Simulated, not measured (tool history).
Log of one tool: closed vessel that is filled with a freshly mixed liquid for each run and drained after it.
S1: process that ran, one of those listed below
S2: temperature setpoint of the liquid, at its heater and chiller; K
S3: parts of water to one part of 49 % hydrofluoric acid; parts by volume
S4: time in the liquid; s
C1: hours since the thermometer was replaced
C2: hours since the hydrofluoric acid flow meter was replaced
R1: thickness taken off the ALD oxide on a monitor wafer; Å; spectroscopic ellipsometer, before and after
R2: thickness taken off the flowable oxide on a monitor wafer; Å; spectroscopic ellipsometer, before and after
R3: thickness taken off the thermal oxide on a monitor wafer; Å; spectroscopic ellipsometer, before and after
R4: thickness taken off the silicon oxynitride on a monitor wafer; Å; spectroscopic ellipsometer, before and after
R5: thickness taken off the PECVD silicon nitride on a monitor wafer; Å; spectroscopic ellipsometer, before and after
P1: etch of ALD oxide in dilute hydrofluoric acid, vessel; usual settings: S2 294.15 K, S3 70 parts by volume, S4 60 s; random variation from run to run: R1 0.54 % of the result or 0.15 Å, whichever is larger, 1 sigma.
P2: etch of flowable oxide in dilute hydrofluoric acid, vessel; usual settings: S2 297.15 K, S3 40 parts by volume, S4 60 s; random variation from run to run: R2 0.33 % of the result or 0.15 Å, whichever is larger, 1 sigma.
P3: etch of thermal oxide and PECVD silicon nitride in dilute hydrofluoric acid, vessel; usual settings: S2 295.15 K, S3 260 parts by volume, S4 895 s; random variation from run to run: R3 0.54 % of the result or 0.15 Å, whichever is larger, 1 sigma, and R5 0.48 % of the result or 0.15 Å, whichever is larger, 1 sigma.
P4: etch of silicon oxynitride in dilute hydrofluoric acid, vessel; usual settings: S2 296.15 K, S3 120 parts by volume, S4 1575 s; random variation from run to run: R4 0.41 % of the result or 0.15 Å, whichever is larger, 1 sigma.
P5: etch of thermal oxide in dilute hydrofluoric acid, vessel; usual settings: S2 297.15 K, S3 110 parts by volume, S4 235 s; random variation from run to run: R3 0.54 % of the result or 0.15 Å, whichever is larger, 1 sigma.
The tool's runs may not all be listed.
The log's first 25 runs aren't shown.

run,hour,S1,S2,S3,S4,C1,C2,R1,R2,R3,R4,R5
26,212.4,P1,294.15,35,60,1071.2,544.7,166.53,,,,
27,220.3,P1,290.15,70,60,1079.1,552.6,66.838,,,,
28,229.3,P1,294.15,70,60,1088.1,561.6,79.215,,,,
29,236.4,P3,303.15,260,895,1095.2,568.7,,,163.31,,113.07
30,246.1,P2,297.15,40,95,1104.9,578.4,,1123.9,,,
31,254,P1,294.15,70,60,1112.8,586.3,78.945,,,,
32,262.4,P1,294.15,70,60,1121.2,594.7,79.694,,,,
33,267.9,P5,297.15,110,235,1126.7,600.2,,,94.586,,

Forecast run 34:
34,273.9,P1,294.15,70,60,1132.7,606.2,?,,,,

{"run 34": {"R1": 79.383}}

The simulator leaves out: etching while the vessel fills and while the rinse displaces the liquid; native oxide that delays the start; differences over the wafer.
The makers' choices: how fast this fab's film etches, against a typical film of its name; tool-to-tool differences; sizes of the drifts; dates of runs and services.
